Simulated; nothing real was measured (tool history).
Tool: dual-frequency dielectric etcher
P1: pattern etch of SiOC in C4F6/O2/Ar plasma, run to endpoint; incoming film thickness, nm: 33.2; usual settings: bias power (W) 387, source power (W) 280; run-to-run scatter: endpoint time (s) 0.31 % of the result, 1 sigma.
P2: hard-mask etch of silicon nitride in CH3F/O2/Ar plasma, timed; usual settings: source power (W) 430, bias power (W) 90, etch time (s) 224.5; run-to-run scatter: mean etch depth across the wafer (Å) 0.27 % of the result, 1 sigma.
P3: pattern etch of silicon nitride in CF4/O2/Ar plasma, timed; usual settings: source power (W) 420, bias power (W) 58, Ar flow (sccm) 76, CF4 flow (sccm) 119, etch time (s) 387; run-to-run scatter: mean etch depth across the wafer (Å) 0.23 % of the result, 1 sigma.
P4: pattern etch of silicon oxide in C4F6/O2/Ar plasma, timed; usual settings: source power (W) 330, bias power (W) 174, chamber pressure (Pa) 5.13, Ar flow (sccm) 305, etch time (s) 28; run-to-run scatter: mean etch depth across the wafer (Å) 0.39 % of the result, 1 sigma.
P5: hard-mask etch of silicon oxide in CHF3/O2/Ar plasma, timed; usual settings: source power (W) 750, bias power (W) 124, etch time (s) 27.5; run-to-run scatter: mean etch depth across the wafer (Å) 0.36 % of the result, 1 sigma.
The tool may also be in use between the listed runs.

| run | hour | process that ran | bias power (W) | source power (W) | Ar flow (sccm) | CF4 flow (sccm) | etch time (s) | chamber pressure (Pa) | endpoint time (s) | mean etch depth across the wafer (Å) |
|---|---|---|---|---|---|---|---|---|---|---|
| 1 | 4.3 | P1 | 387 | 280 |  |  |  |  | 13.963 |  |
| 2 | 9.8 | P3 | 58 | 420 | 76 | 169 | 387 |  |  | 7576.4 |
| 3 | 15.2 | P1 | 466 | 280 |  |  |  |  | 13.065 |  |
| 4 | 18.6 | P4 | 174 | 330 | 305 |  | 28 | 5.13 |  | 786.06 |
| 5 | 21.8 | P3 | 68 | 420 | 76 | 119 | 387 |  |  | 7815.1 |
| 6 | 24.3 | P4 | 174 | 330 | 305 |  | 35.5 | 5.13 |  | 996.31 |
| 7 | 27.2 | P2 | 90 | 430 |  |  | 168 |  |  | 1343.3 |
| 8 | 31 | P4 | 174 | 400 | 305 |  | 28 | 5.13 |  | 843.8 |
| 9 | 35.6 | P3 | 58 | 420 | 76 | 119 | 387 |  |  | 7354.9 |
| 10 | 39.2 | P2 | 58 | 430 |  |  | 224.5 |  |  | 1547.2 |
| 11 | 43.2 | P5 | 124 | 510 |  |  | 27.5 |  |  | 453.71 |
| 12 | 45.8 | P1 | 387 | 280 |  |  |  |  | 13.989 |  |
| 13 | 50.8 | P3 | 58 | 420 | 76 | 119 | 387 |  |  | 7381.5 |
| 14 | 53.3 | P2 | 90 | 430 |  |  | 224.5 |  |  | 1791.4 |
| 15 | 58.2 | P5 | 165 | 750 |  |  | 27.5 |  |  | 577.85 |
| 16 | 62.7 | P3 | 58 | 420 | 76 | 119 | 213 |  |  | 4049.5 |
| 17 | 65.5 | P3 | 58 | 300 | 76 | 119 | 387 |  |  | 5486.1 |
| 18 | 70.7 | P5 | 124 | 750 |  |  | 36 |  |  | 687.82 |
| 19 | 73.7 | P1 | 314 | 280 |  |  |  |  | 15.054 |  |
| 20 | 77.3 | P1 | 503 | 210 |  |  |  |  | 14.002 |  |
| 21 | 82.3 | P1 | 387 | 280 |  |  |  |  | 13.94 |  |
| 22 | 87.4 | P1 | 387 | 280 |  |  |  |  | 13.949 |  |
| 23 | 91.3 | P5 | 124 | 750 |  |  | 27.5 |  |  | 525.68 |
| 24 | 96.5 | P1 | 387 | 360 |  |  |  |  | 12.738 |  |
| 25 | 100.3 | P4 | 174 | 330 | 396 |  | 28 | 5.13 |  | 765.72 |
| 26 | 105.1 | P3 | 58 | 420 | 94 | 119 | 387 |  |  | 7195.4 |
| 27 | 108.1 | P1 | 387 | 280 |  |  |  |  | 13.968 |  |
| 28 | 112.3 | P2 | 90 | 290 |  |  | 224.5 |  |  | 1542.9 |
| 29 | 115.6 | P1 | 387 | 280 |  |  |  |  | 13.957 |  |
| 30 | 118.5 | P1 | 387 | 170 |  |  |  |  | 16.826 |  |

Forecast run 31:
| 31 | 123.6 | P5 | 124 | 750 |  |  | 27.5 |  |  | ? |

mean etch depth across the wafer (Å): 527.03

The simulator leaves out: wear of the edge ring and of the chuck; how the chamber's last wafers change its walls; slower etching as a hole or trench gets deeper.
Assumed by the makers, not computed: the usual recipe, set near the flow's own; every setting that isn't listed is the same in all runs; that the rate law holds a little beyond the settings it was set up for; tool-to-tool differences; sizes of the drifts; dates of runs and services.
